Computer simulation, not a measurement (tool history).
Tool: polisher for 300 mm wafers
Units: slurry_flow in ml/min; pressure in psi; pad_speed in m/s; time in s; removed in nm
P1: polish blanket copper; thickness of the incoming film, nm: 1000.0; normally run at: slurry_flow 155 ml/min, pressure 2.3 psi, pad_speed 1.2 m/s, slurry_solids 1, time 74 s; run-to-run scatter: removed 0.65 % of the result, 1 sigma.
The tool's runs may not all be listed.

| run | hour | slurry_flow | pressure | pad_speed | slurry_solids | time | wafers polished on this pad | hours since the slurry nozzle was cleaned | hours since the head pressure was calibrated | hours since the slurry blender was calibrated | removed |
|---|---|---|---|---|---|---|---|---|---|---|---|
| 1 | 15.9 | 155 | 2.3 | 1.2 | 1 | 74 | 557 | 372.4 | 342.8 | 86.4 | 178.09 |
| 2 | 25.7 | 155 | 2.3 | 1.2 | 1 | 74 | 683 | 382.2 | 352.6 | 96.2 | 175.89 |
| 3 | 33.7 | 155 | 2.3 | 1.2 | 1 | 54 | 786 | 390.2 | 360.6 | 104.2 | 130.68 |
| 4 | 43.8 | 155 | 2.3 | 1.58 | 1 | 74 | 917 | 400.3 | 370.7 | 114.3 | 234.88 |
| 5 | 57 | 155 | 2.3 | 0.54 | 1 | 74 | 1087 | 413.5 | 383.9 | 127.5 | 79.506 |
| 6 | 71 | 155 | 2.3 | 1.2 | 1 | 74 | 1268 | 427.5 | 397.9 | 141.5 | 180.53 |
| 7 | 81.5 | 225 | 2.3 | 1.5 | 1 | 74 | 1403 | 438 | 408.4 | 152 | 233.27 |
| 8 | 92 | 155 | 2.3 | 1.2 | 1.45 | 74 | 1539 | 448.5 | 418.9 | 162.5 | 193.98 |
| 9 | 107.3 | 115 | 2.3 | 1.2 | 1 | 100 | 1736 | 463.8 | 434.2 | 177.8 | 224.18 |
| 10 | 121.3 | 95 | 2.3 | 1.2 | 1 | 74 | 1917 | 477.8 | 448.2 | 191.8 | 160.36 |
| 11 | 137.6 | 155 | 2.3 | 1.2 | 0.6 | 94 | 2127 | 494.1 | 464.5 | 208.1 | 202.49 |
| 12 | 147.1 | 155 | 2.9 | 1.2 | 1 | 74 | 2250 | 503.6 | 474 | 217.6 | 224.4 |
| 13 | 158.9 | 155 | 2.3 | 1.2 | 1 | 93 | 2402 | 515.4 | 485.8 | 229.4 | 223.05 |
| 14 | 174.5 | 235 | 2.3 | 1.2 | 1 | 74 | 2604 | 531 | 501.4 | 245 | 187.62 |
|  | 185.5 | head pressure recalibrated |
| 15 | 186.4 | 155 | 2.3 | 1.2 | 1 | 74 | 2757 | 542.9 | 0.9 | 256.9 | 177.73 |
| 16 | 196 | 155 | 2.3 | 1.2 | 0.6 | 74 | 2881 | 552.5 | 10.5 | 266.5 | 159.23 |
| 17 | 205.9 | 155 | 2.3 | 1.2 | 1 | 74 | 3009 | 562.4 | 20.4 | 276.4 | 177.4 |
| 18 | 215.1 | 155 | 1.6 | 1.2 | 1 | 74 | 3128 | 571.6 | 29.6 | 285.6 | 124.68 |
| 19 | 229.7 | 155 | 2.3 | 1.2 | 1 | 74 | 3316 | 586.2 | 44.2 | 300.2 | 178.12 |

The next listed run, before its measurement:
| 20 | 237.4 | 155 | 2.3 | 1.2 | 1 | 74 | 3415 | 593.9 | 51.9 | 307.9 | ? |

Run 20 gave removed 174.64 nm.
